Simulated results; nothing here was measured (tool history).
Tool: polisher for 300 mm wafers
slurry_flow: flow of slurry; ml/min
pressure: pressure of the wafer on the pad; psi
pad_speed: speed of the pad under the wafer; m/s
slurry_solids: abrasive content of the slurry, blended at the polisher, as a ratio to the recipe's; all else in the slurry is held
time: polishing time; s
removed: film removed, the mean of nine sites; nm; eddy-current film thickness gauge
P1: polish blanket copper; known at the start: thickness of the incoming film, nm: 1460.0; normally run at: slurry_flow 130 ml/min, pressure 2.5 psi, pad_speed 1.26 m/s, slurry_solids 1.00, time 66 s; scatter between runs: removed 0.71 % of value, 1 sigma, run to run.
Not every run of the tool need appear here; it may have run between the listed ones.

run	hour	slurry_flow	pressure	pad_speed	slurry_solids	time	wafers polished on this pad	hours since the slurry nozzle was cleaned	hours since the head pressure was calibrated	hours since the slurry blender was calibrated	removed
1	12.6	130	2.5	1.26	1.00	66	434	196.2	342.4	34.9	222.83
2	19.8	130	2.5	1.26	1.45	66	493	203.4	349.6	42.1	242.66
3	29.9	130	2.5	1.26	1.00	33	576	213.5	359.7	52.2	110.47
4	39.1	130	1.4	1.26	1.00	66	652	222.7	368.9	61.4	124.45
5	51.1	130	2.5	1.26	1.00	66	752	234.7	380.9	73.4	223.81
6	60.4	175	2.5	1.26	1.00	66	828	244.0	390.2	82.7	233.36
7	75.4	130	2.5	1.26	1.00	66	952	259.0	405.2	97.7	222.72
8	83.6	130	2.5	1.26	1.00	66	1020	267.2	413.4	105.9	219.17
9	92.0	130	2.5	0.76	1.00	66	1089	275.6	421.8	114.3	133.34
10	98.9	130	2.5	1.26	0.55	66	1146	282.5	428.7	121.2	196.36
11	114.6	130	3.5	1.26	1.00	66	1276	298.2	444.4	136.9	311.98
# hour 122.5: head pressure recalibrated
12	126.2	80	2.5	1.26	1.00	66	1372	309.8	3.7	148.5	197.97
13	134.8	130	2.5	1.26	1.00	66	1443	318.4	12.3	157.1	220.87
14	143.9	130	2.5	1.64	1.00	66	1518	327.5	21.4	166.2	289.16
15	154.0	130	3.3	1.26	0.60	66	1601	337.6	31.5	176.3	262.34
16	166.4	130	2.5	1.26	1.00	86	1703	350.0	43.9	188.7	290.72
17	180.7	130	2.5	1.26	1.00	66	1822	364.3	58.2	203.0	221.82
18	196.4	130	2.5	1.26	1.00	66	1951	380.0	73.9	218.7	211.55
19	210.5	130	2.5	1.26	1.00	66	2068	394.1	88.0	232.8	204.81
# hour 217.6: worn pad replaced by a new one
20	218.7	130	2.5	1.26	1.00	66	9	402.3	96.2	241.0	203.86
21	231.5	130	2.5	1.26	1.00	66	115	415.1	109.0	253.8	201.37
# hour 241.3: slurry blender recalibrated
22	241.9	130	2.5	1.26	1.00	66	200	425.5	119.4	0.6	200.37
23	252.0	130	2.5	1.26	1.00	66	284	435.6	129.5	10.7	198.48
24	262.4	130	2.5	1.26	1.00	66	370	446.0	139.9	21.1	198.58

P1 has crept away from where it was. The log is fitted equally well by each of these 2 causes, at the sizes shown:
A: head's pressure below its setpoint, % = 9.84
B: slurry flow missing at the pad, % = 35.2
The creep began at about hour 180.7.
Ruled out, with reasons:
removal rate lost through wear of the pad, %: serviced at hour 217.6, after the drift had started, without restoring the earlier output
abrasive missing from the slurry, %: serviced at hour 241.3, after the drift had started, without restoring the earlier output

Which of the check runs below tells the causes apart, meaning the causes would give it clearly different results? Each run uses 3 wafers whose results are averaged, and each result is shown as a question mark.
check 1	272.8	130	1.9	1.26	1.00	66					?
check 2	272.8	130	2.5	1.26	0.55	66					?
check 3	272.8	130	2.5	1.54	1.00	66					?
check 4	272.8	95	2.5	1.26	1.00	66					?

What each check would give under each cause:
check	result	if A	if B
check 1	removed	152.03	152.02
check 2	removed	176.80	176.79
check 3	removed	244.49	244.47
check 4	removed	186.35	180.41
Per-check spread between the two closest causes, in the result where they differ most: check 1 0.01 %; check 2 0.01 %; check 3 0.01 %; check 4 3.24 %
The other checks would show nearly matching results whichever cause is true, so check 4 is the only one that separates the causes.

Check 4 was carried out, with these results: removed 181.26 nm. Which of the listed causes is responsible?

The cause is B: slurry flow missing at the pad, %.
